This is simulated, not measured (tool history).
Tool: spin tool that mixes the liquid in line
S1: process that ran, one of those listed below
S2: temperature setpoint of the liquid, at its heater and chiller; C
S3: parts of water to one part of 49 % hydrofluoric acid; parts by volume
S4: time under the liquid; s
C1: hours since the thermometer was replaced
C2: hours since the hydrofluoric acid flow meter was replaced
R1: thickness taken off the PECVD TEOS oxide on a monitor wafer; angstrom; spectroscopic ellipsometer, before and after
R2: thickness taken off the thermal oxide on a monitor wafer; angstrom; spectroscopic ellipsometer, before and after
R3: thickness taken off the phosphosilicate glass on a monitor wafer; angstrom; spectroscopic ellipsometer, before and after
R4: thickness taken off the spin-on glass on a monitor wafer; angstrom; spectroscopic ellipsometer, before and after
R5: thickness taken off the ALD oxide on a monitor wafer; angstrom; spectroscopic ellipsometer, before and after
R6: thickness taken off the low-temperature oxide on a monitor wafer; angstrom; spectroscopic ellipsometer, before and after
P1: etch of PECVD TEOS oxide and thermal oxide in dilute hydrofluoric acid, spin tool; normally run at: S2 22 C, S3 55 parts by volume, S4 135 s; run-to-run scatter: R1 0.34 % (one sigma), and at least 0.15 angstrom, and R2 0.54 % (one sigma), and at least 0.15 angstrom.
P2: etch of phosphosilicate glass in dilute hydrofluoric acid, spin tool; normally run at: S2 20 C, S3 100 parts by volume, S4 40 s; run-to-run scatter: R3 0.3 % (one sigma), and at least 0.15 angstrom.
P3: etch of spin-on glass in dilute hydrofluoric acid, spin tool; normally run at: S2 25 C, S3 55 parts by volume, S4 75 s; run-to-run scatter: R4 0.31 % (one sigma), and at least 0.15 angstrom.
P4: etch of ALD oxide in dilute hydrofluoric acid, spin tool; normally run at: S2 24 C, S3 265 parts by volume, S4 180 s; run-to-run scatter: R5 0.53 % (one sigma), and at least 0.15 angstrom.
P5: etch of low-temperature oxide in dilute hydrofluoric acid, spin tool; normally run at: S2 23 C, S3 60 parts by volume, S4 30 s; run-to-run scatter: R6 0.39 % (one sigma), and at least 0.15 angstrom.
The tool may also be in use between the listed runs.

run	hour	S1	S2	S3	S4	C1	C2	R1	R2	R3	R4	R5	R6
1	5.1	P1	22	55	135	2069.1	466.6	549.79	122.91				
2	12.3	P2	20	100	20	2076.3	473.8			166			
3	18	P1	22	55	135	2082	479.5	552.65	122.72				
4	23.5	P3	25	30	75	2087.5	485				1061.9		
5	30.1	P4	24	410	180	2094.1	491.6					39.625	
6	37.1	P1	28	80	135	2101.1	498.6	466.02	103.78				
7	42.8	P3	25	55	75	2106.8	504.3				559.99		
8	47.1	P1	22	55	60	2111.1	508.6	243.47	55.084				
9	52.7	P1	22	95	235	2116.7	514.2	526.53	117.07				
10	60	P1	22	55	135	2124	521.5	548.62	122.32				
11	63.5	P1	22	55	135	2127.5	525	549.72	123.59				
12	71.1	P1	22	90	135	2135.1	532.6	321.65	71.679				
13	77.8	P5	27.5	60	30	2141.8	539.3						161.39
14	84.1	P3	25	55	75	2148.1	545.6				559.21		
# hour 85.5: thermometer replaced
15	89	P2	20	100	40	3.5	550.5			330.72			
16	94	P1	27	55	135	8.5	555.5	674.1	150.73				
17	99.3	P1	22	55	135	13.8	560.8	546.47	122.1				
18	104.1	P5	23	60	30	18.6	565.6						134.34
19	109.6	P5	23	60	15	24.1	571.1						67.196
20	117.3	P1	22	55	225	31.8	578.8	918.47	205.24				
21	123.2	P1	22	20	135	37.7	584.7	1572.5	355.53				
22	127.3	P2	17	100	40	41.8	588.8			292.13			
23	131.5	P3	20	55	75	46	593				457.19		
24	137	P1	22	55	135	51.5	598.5	549.41	122.95				
25	141.9	P4	17	265	180	56.4	603.4					54.657	
26	146.7	P2	20	20	40	61.2	608.2			1808.3			
27	152	P4	24	265	180	66.5	613.5					70.385	
28	156.3	P4	24	265	320	70.8	617.8					124.57	
29	161.9	P1	17	55	135	76.4	623.4	443.65	98.702				
30	168.9	P5	23	85	30	83.4	630.4						92.072
31	175.4	P4	24	265	180	89.9	636.9					71.254	
32	181.4	P3	25	55	25	95.9	642.9				187		
33	186.3	P1	22	55	135	100.8	647.8	550.28	123.27				
34	194.3	P1	22	55	135	108.8	655.8	577.4	128.39				
35	198.8	P1	22	55	135	113.3	660.3	585.93	131.65				
36	205.3	P1	22	55	135	119.8	666.8	593.56	133.49				
37	209.6	P1	22	55	135	124.1	671.1	598.62	134.05				
38	217.4	P1	22	55	135	131.9	678.9	598.66	135.25				
39	223.2	P1	22	55	135	137.7	684.7	603.46	134.79				
40	229.7	P1	22	55	135	144.2	691.2	601.28	133.39				

What P1 gives has crept away from where it was. These 2 causes fit the log equally well, each at the size given:
A: liquid hotter than its thermometer reads (K) = 2.24
B: hydrofluoric acid flow above the setpoint (%) = 9.03
The creep began at about hour 186.3.

4 check runs are offered, each on 2 wafers whose results are averaged, their results left as question marks. Which one tells the causes apart?
check 1	236.2	P2	20	100	40					?			
check 2	236.2	P5	23	60	30								?
check 3	236.2	P4	24	265	180							?	
check 4	236.2	P3	25	55	75						?		

What each check would give under each cause:
check	result	if A	if B
check 1	R3	361.83	363.51
check 2	R6	147.31	147.52
check 3	R5	76.698	79.064
check 4	R4	614.76	616.27
How far apart the two closest causes lie, in the result that separates them most: check 1 0.47 %; check 2 0.15 %; check 3 3.04 %; check 4 0.25 %
Only check 3 tells the causes apart: in the others they would give nearly the same result.

Then check 3 was run and gave: R5 76.834 angstrom. Which cause is it?

It is A: liquid hotter than its thermometer reads (K).

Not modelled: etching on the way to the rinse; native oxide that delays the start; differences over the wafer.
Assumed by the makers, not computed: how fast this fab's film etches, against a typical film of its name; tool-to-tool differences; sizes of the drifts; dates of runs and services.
